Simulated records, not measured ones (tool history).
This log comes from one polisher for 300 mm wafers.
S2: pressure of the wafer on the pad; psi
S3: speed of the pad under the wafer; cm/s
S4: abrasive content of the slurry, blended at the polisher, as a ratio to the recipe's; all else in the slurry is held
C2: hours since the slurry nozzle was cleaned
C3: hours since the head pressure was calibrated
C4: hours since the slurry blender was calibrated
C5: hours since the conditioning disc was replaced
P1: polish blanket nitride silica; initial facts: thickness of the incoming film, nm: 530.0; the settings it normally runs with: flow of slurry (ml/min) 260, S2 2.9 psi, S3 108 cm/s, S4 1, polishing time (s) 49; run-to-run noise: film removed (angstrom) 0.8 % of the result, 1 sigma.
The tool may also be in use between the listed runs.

Run 1, hour 3.6: flow of slurry (ml/min) 260, S2 2.9 psi, S3 108 cm/s, S4 1, polishing time (s) 49; wafers polished on this pad 588; C2 149.5; C3 70.4; C4 63.8; C5 75.3. Result: film removed (angstrom) 227.63.
Run 2, hour 7.2: flow of slurry (ml/min) 260, S2 2.9 psi, S3 154 cm/s, S4 1, polishing time (s) 49; wafers polished on this pad 629; C2 153.1; C3 74; C4 67.4; C5 78.9. Result: film removed (angstrom) 305.46.
Run 3, hour 9.4: flow of slurry (ml/min) 260, S2 1.5 psi, S3 108 cm/s, S4 1, polishing time (s) 49; wafers polished on this pad 653; C2 155.3; C3 76.2; C4 69.6; C5 81.1. Result: film removed (angstrom) 118.69.
At hour 12.8: slurry blender recalibrated.
Run 4, hour 13.5: flow of slurry (ml/min) 260, S2 2.9 psi, S3 108 cm/s, S4 1, polishing time (s) 49; wafers polished on this pad 699; C2 159.4; C3 80.3; C4 0.7; C5 85.2. Result: film removed (angstrom) 233.84.
Run 5, hour 17: flow of slurry (ml/min) 260, S2 3.7 psi, S3 142 cm/s, S4 1, polishing time (s) 49; wafers polished on this pad 738; C2 162.9; C3 83.8; C4 4.2; C5 88.7. Result: film removed (angstrom) 370.2.
Run 6, hour 19.7: flow of slurry (ml/min) 260, S2 2.9 psi, S3 48 cm/s, S4 1, polishing time (s) 49; wafers polished on this pad 769; C2 165.6; C3 86.5; C4 6.9; C5 91.4. Result: film removed (angstrom) 120.93.
Run 7, hour 21.8: flow of slurry (ml/min) 260, S2 2.9 psi, S3 108 cm/s, S4 0.55, polishing time (s) 49; wafers polished on this pad 792; C2 167.7; C3 88.6; C4 9; C5 93.5. Result: film removed (angstrom) 166.4.
Run 8, hour 25.5: flow of slurry (ml/min) 385, S2 2.9 psi, S3 108 cm/s, S4 1, polishing time (s) 49; wafers polished on this pad 834; C2 171.4; C3 92.3; C4 12.7; C5 97.2. Result: film removed (angstrom) 239.87.
Run 9, hour 29.8: flow of slurry (ml/min) 260, S2 2.9 psi, S3 108 cm/s, S4 1, polishing time (s) 49; wafers polished on this pad 882; C2 175.7; C3 96.6; C4 17; C5 101.5. Result: film removed (angstrom) 234.54.
Run 10, hour 33.9: flow of slurry (ml/min) 260, S2 2.9 psi, S3 108 cm/s, S4 1, polishing time (s) 68; wafers polished on this pad 928; C2 179.8; C3 100.7; C4 21.1; C5 105.6. Result: film removed (angstrom) 320.24.
Run 11, hour 37.8: flow of slurry (ml/min) 185, S2 2.9 psi, S3 108 cm/s, S4 1.3, polishing time (s) 49; wafers polished on this pad 972; C2 183.7; C3 104.6; C4 25; C5 109.5. Result: film removed (angstrom) 247.81.
Run 12, hour 41.7: flow of slurry (ml/min) 260, S2 2.9 psi, S3 108 cm/s, S4 1, polishing time (s) 49; wafers polished on this pad 1016; C2 187.6; C3 108.5; C4 28.9; C5 113.4. Result: film removed (angstrom) 230.37.
Run 13, hour 44.8: flow of slurry (ml/min) 260, S2 2.9 psi, S3 148 cm/s, S4 1, polishing time (s) 65; wafers polished on this pad 1050; C2 190.7; C3 111.6; C4 32; C5 116.5. Result: film removed (angstrom) 397.25.
Run 14, hour 48.4: flow of slurry (ml/min) 260, S2 4.3 psi, S3 108 cm/s, S4 1, polishing time (s) 49; wafers polished on this pad 1091; C2 194.3; C3 115.2; C4 35.6; C5 120.1. Result: film removed (angstrom) 342.25.
Run 15, hour 51.2: flow of slurry (ml/min) 190, S2 2.9 psi, S3 108 cm/s, S4 1, polishing time (s) 49; wafers polished on this pad 1122; C2 197.1; C3 118; C4 38.4; C5 122.9. Result: film removed (angstrom) 225.47.
Run 16, hour 54.8: flow of slurry (ml/min) 260, S2 2.9 psi, S3 108 cm/s, S4 1.35, polishing time (s) 49; wafers polished on this pad 1163; C2 200.7; C3 121.6; C4 42; C5 126.5. Result: film removed (angstrom) 260.61.
At hour 57.1: slurry nozzle cleaned.
Run 17, hour 58: flow of slurry (ml/min) 260, S2 2.9 psi, S3 108 cm/s, S4 1, polishing time (s) 49; wafers polished on this pad 1198; C2 1; C3 124.8; C4 45.2; C5 129.7. Result: film removed (angstrom) 230.42.
Run 18, hour 61: flow of slurry (ml/min) 260, S2 2.9 psi, S3 108 cm/s, S4 1, polishing time (s) 49; wafers polished on this pad 1232; C2 4; C3 127.8; C4 48.2; C5 132.7. Result: film removed (angstrom) 232.37.
Run 19, hour 64.7: flow of slurry (ml/min) 260, S2 2.9 psi, S3 108 cm/s, S4 1, polishing time (s) 35; wafers polished on this pad 1274; C2 7.7; C3 131.5; C4 51.9; C5 136.4. Result: film removed (angstrom) 164.08.
Run 20, hour 68.2: flow of slurry (ml/min) 260, S2 2.9 psi, S3 108 cm/s, S4 1, polishing time (s) 49; wafers polished on this pad 1313; C2 11.2; C3 135; C4 55.4; C5 139.9. Result: film removed (angstrom) 230.56.
Run 21, hour 71.1: flow of slurry (ml/min) 260, S2 2.9 psi, S3 108 cm/s, S4 1, polishing time (s) 49; wafers polished on this pad 1345; C2 14.1; C3 137.9; C4 58.3; C5 142.8. Result: film removed (angstrom) 222.91.
Run 22, hour 73.7: flow of slurry (ml/min) 260, S2 2.9 psi, S3 108 cm/s, S4 1, polishing time (s) 49; wafers polished on this pad 1375; C2 16.7; C3 140.5; C4 60.9; C5 145.4. Result: film removed (angstrom) 219.7.
Run 23, hour 77.4: flow of slurry (ml/min) 260, S2 2.9 psi, S3 108 cm/s, S4 1, polishing time (s) 49; wafers polished on this pad 1416; C2 20.4; C3 144.2; C4 64.6; C5 149.1. Result: film removed (angstrom) 214.12.
Run 24, hour 80.2: flow of slurry (ml/min) 260, S2 2.9 psi, S3 108 cm/s, S4 1, polishing time (s) 49; wafers polished on this pad 1447; C2 23.2; C3 147; C4 67.4; C5 151.9. Result: film removed (angstrom) 211.4.
Run 25, hour 83.4: flow of slurry (ml/min) 260, S2 2.9 psi, S3 108 cm/s, S4 1, polishing time (s) 49; wafers polished on this pad 1483; C2 26.4; C3 150.2; C4 70.6; C5 155.1. Result: film removed (angstrom) 208.2.
At hour 83.9: slurry nozzle cleaned.
Run 26, hour 86.8: flow of slurry (ml/min) 260, S2 2.9 psi, S3 108 cm/s, S4 1, polishing time (s) 49; wafers polished on this pad 1522; C2 3; C3 153.6; C4 74; C5 158.5. Result: film removed (angstrom) 209.65.
At hour 86.9: head pressure recalibrated.
Run 27, hour 90.3: flow of slurry (ml/min) 260, S2 2.9 psi, S3 108 cm/s, S4 1, polishing time (s) 49; wafers polished on this pad 1561; C2 6.5; C3 3.5; C4 77.5; C5 162. Result: film removed (angstrom) 203.29.
At hour 92.3: conditioning disc replaced and pad reconditioned.
Run 28, hour 94: flow of slurry (ml/min) 260, S2 2.9 psi, S3 108 cm/s, S4 1, polishing time (s) 49; wafers polished on this pad 1602; C2 10.2; C3 7.2; C4 81.2; C5 1.7. Result: film removed (angstrom) 204.15.
Run 29, hour 95.9: flow of slurry (ml/min) 260, S2 2.9 psi, S3 108 cm/s, S4 1, polishing time (s) 49; wafers polished on this pad 1624; C2 12.1; C3 9.1; C4 83.1; C5 3.6. Result: film removed (angstrom) 204.19.
Run 30, hour 97.9: flow of slurry (ml/min) 260, S2 2.9 psi, S3 108 cm/s, S4 1, polishing time (s) 49; wafers polished on this pad 1646; C2 14.1; C3 11.1; C4 85.1; C5 5.6. Result: film removed (angstrom) 203.35.

Run 31 has not been measured yet. What should we expect?
Run 31, hour 100.6: flow of slurry (ml/min) 260, S2 2.9 psi, S3 108 cm/s, S4 1, polishing time (s) 49; wafers polished on this pad 1676; C2 16.8; C3 13.8; C4 87.8; C5 8.3. Result: film removed (angstrom) ?.

{"run 31": {"film removed (angstrom)": 206.65}}

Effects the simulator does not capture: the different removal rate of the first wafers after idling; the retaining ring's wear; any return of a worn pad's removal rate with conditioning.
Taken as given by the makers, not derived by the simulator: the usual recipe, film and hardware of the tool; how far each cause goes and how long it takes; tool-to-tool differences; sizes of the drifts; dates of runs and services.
